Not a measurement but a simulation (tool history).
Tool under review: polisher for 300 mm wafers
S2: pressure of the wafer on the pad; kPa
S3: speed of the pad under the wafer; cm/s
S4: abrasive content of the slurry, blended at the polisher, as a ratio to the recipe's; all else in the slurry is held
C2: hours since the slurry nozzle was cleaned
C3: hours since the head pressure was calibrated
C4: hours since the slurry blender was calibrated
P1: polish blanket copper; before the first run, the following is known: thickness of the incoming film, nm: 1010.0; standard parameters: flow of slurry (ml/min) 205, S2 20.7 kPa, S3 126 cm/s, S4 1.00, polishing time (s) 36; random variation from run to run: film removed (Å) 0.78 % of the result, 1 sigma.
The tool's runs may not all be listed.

run 1 hour=12.8 | flow_of_slurry_(ml/min)=205 S2=20.7 S3=126 S4=1.00 polishing_time_(s)=36 | wafers_polished_on_this_pad=769 C2=402.7 C3=359.6 C4=90.0 | film_removed_(Å)=1387.10
run 2 hour=23.8 | flow_of_slurry_(ml/min)=205 S2=20.7 S3=126 S4=1.00 polishing_time_(s)=36 | wafers_polished_on_this_pad=907 C2=413.7 C3=370.6 C4=101.0 | film_removed_(Å)=1381.40
run 3 hour=32.3 | flow_of_slurry_(ml/min)=205 S2=20.7 S3=62 S4=1.00 polishing_time_(s)=36 | wafers_polished_on_this_pad=1013 C2=422.2 C3=379.1 C4=109.5 | film_removed_(Å)=666.06
run 4 hour=44.2 | flow_of_slurry_(ml/min)=205 S2=15.2 S3=126 S4=1.35 polishing_time_(s)=36 | wafers_polished_on_this_pad=1162 C2=434.1 C3=391.0 C4=121.4 | film_removed_(Å)=1071.80
-- hour=56.0 slurry nozzle cleaned
run 5 hour=57.2 | flow_of_slurry_(ml/min)=205 S2=20.7 S3=126 S4=0.55 polishing_time_(s)=36 | wafers_polished_on_this_pad=1324 C2=1.2 C3=404.0 C4=134.4 | film_removed_(Å)=1212.30
run 6 hour=66.2 | flow_of_slurry_(ml/min)=205 S2=20.7 S3=182 S4=1.00 polishing_time_(s)=36 | wafers_polished_on_this_pad=1436 C2=10.2 C3=413.0 C4=143.4 | film_removed_(Å)=1966.30
run 7 hour=78.1 | flow_of_slurry_(ml/min)=205 S2=20.7 S3=126 S4=1.00 polishing_time_(s)=36 | wafers_polished_on_this_pad=1585 C2=22.1 C3=424.9 C4=155.3 | film_removed_(Å)=1377.80
run 8 hour=86.5 | flow_of_slurry_(ml/min)=205 S2=11.0 S3=126 S4=1.00 polishing_time_(s)=36 | wafers_polished_on_this_pad=1690 C2=30.5 C3=433.3 C4=163.7 | film_removed_(Å)=722.72
run 9 hour=94.9 | flow_of_slurry_(ml/min)=205 S2=20.7 S3=126 S4=1.45 polishing_time_(s)=36 | wafers_polished_on_this_pad=1795 C2=38.9 C3=441.7 C4=172.1 | film_removed_(Å)=1493.40
run 10 hour=100.8 | flow_of_slurry_(ml/min)=205 S2=20.7 S3=126 S4=1.00 polishing_time_(s)=46 | wafers_polished_on_this_pad=1868 C2=44.8 C3=447.6 C4=178.0 | film_removed_(Å)=1749.60
run 11 hour=113.2 | flow_of_slurry_(ml/min)=310 S2=20.7 S3=126 S4=1.00 polishing_time_(s)=36 | wafers_polished_on_this_pad=2023 C2=57.2 C3=460.0 C4=190.4 | film_removed_(Å)=1418.40
run 12 hour=125.2 | flow_of_slurry_(ml/min)=205 S2=20.7 S3=126 S4=1.00 polishing_time_(s)=16 | wafers_polished_on_this_pad=2173 C2=69.2 C3=472.0 C4=202.4 | film_removed_(Å)=606.98
run 13 hour=134.4 | flow_of_slurry_(ml/min)=125 S2=20.7 S3=126 S4=1.00 polishing_time_(s)=36 | wafers_polished_on_this_pad=2288 C2=78.4 C3=481.2 C4=211.6 | film_removed_(Å)=1263.40
run 14 hour=141.7 | flow_of_slurry_(ml/min)=205 S2=20.7 S3=126 S4=1.00 polishing_time_(s)=36 | wafers_polished_on_this_pad=2379 C2=85.7 C3=488.5 C4=218.9 | film_removed_(Å)=1391.60
run 15 hour=151.4 | flow_of_slurry_(ml/min)=205 S2=28.3 S3=126 S4=1.00 polishing_time_(s)=36 | wafers_polished_on_this_pad=2500 C2=95.4 C3=498.2 C4=228.6 | film_removed_(Å)=1876.80
run 16 hour=164.1 | flow_of_slurry_(ml/min)=290 S2=20.7 S3=64 S4=1.00 polishing_time_(s)=36 | wafers_polished_on_this_pad=2659 C2=108.1 C3=510.9 C4=241.3 | film_removed_(Å)=728.30
run 17 hour=174.9 | flow_of_slurry_(ml/min)=205 S2=20.7 S3=126 S4=1.00 polishing_time_(s)=36 | wafers_polished_on_this_pad=2793 C2=118.9 C3=521.7 C4=252.1 | film_removed_(Å)=1370.40
run 18 hour=186.4 | flow_of_slurry_(ml/min)=205 S2=20.7 S3=126 S4=1.00 polishing_time_(s)=36 | wafers_polished_on_this_pad=2937 C2=130.4 C3=533.2 C4=263.6 | film_removed_(Å)=1340.80
run 19 hour=194.7 | flow_of_slurry_(ml/min)=205 S2=20.7 S3=126 S4=1.00 polishing_time_(s)=36 | wafers_polished_on_this_pad=3041 C2=138.7 C3=541.5 C4=271.9 | film_removed_(Å)=1316.60
run 20 hour=202.3 | flow_of_slurry_(ml/min)=205 S2=20.7 S3=126 S4=1.00 polishing_time_(s)=36 | wafers_polished_on_this_pad=3135 C2=146.3 C3=549.1 C4=279.5 | film_removed_(Å)=1300.30
-- hour=208.4 slurry blender recalibrated
run 21 hour=212.5 | flow_of_slurry_(ml/min)=205 S2=20.7 S3=126 S4=1.00 polishing_time_(s)=36 | wafers_polished_on_this_pad=3263 C2=156.5 C3=559.3 C4=4.2 | film_removed_(Å)=1282.30
-- hour=214.0 worn pad replaced by a new one
run 22 hour=221.3 | flow_of_slurry_(ml/min)=205 S2=20.7 S3=126 S4=1.00 polishing_time_(s)=36 | wafers_polished_on_this_pad=92 C2=165.3 C3=568.1 C4=13.0 | film_removed_(Å)=1266.80
run 23 hour=231.0 | flow_of_slurry_(ml/min)=205 S2=20.7 S3=126 S4=1.00 polishing_time_(s)=36 | wafers_polished_on_this_pad=213 C2=175.0 C3=577.8 C4=22.7 | film_removed_(Å)=1278.30
run 24 hour=238.4 | flow_of_slurry_(ml/min)=205 S2=20.7 S3=126 S4=1.00 polishing_time_(s)=36 | wafers_polished_on_this_pad=305 C2=182.4 C3=585.2 C4=30.1 | film_removed_(Å)=1269.60
run 25 hour=245.4 | flow_of_slurry_(ml/min)=205 S2=20.7 S3=126 S4=1.00 polishing_time_(s)=36 | wafers_polished_on_this_pad=392 C2=189.4 C3=592.2 C4=37.1 | film_removed_(Å)=1267.80
run 26 hour=256.9 | flow_of_slurry_(ml/min)=205 S2=20.7 S3=126 S4=1.00 polishing_time_(s)=36 | wafers_polished_on_this_pad=536 C2=200.9 C3=603.7 C4=48.6 | film_removed_(Å)=1284.50
run 27 hour=265.8 | flow_of_slurry_(ml/min)=205 S2=20.7 S3=126 S4=1.00 polishing_time_(s)=36 | wafers_polished_on_this_pad=647 C2=209.8 C3=612.6 C4=57.5 | film_removed_(Å)=1268.30

P1 no longer gives what it gave before; its output has crept away from where it was. The following 2 causes, each at its listed size, fit the log equally well:
A: slurry flow missing at the pad, % = 37.2
B: head's pressure below its setpoint, % = 7.29
The gradual shift began around hour 174.9.
All other causes, with the reason each is excluded:
removal rate lost through wear of the pad, %: its service at hour 214.0 followed the start of the drift and did not put the process back to its old value
abrasive missing from the slurry, %: its service at hour 208.4 followed the start of the drift and did not put the process back to its old value

The 4 check runs listed below each average the results of 2 wafers, and their outcomes are marked with question marks. Under which run would the listed causes produce clearly different results?
run check 1 hour=274.7 | flow_of_slurry_(ml/min)=125 S2=20.7 S3=70 S4=1.00 polishing_time_(s)=36 | film_removed_(Å)=?
run check 2 hour=274.7 | flow_of_slurry_(ml/min)=205 S2=20.7 S3=164 S4=1.00 polishing_time_(s)=16 | film_removed_(Å)=?
run check 3 hour=274.7 | flow_of_slurry_(ml/min)=205 S2=15.9 S3=126 S4=1.00 polishing_time_(s)=36 | film_removed_(Å)=?
run check 4 hour=274.7 | flow_of_slurry_(ml/min)=205 S2=11.7 S3=126 S4=1.00 polishing_time_(s)=18 | film_removed_(Å)=?

How each check would come out, cause by cause:
check=check_1 result=film_removed_(Å) if_A=621.82 if_B=648.76
check=check_2 result=film_removed_(Å) if_A=733.01 if_B=732.87
check=check_3 result=film_removed_(Å) if_A=971.46 if_B=971.28
check=check_4 result=film_removed_(Å) if_A=359.02 if_B=358.95
Separation of the two closest causes in each check, using whichever result separates them best: check 1 4.24 %; check 2 0.02 %; check 3 0.02 %; check 4 0.02 %
Check 1 is the one run that separates the causes; every other check would come out nearly the same whichever cause is at work.

Check 1 has now been run. It gave: film removed (Å) 646.59. Which of the candidate causes is it?

The cause is B: head's pressure below its setpoint, %.
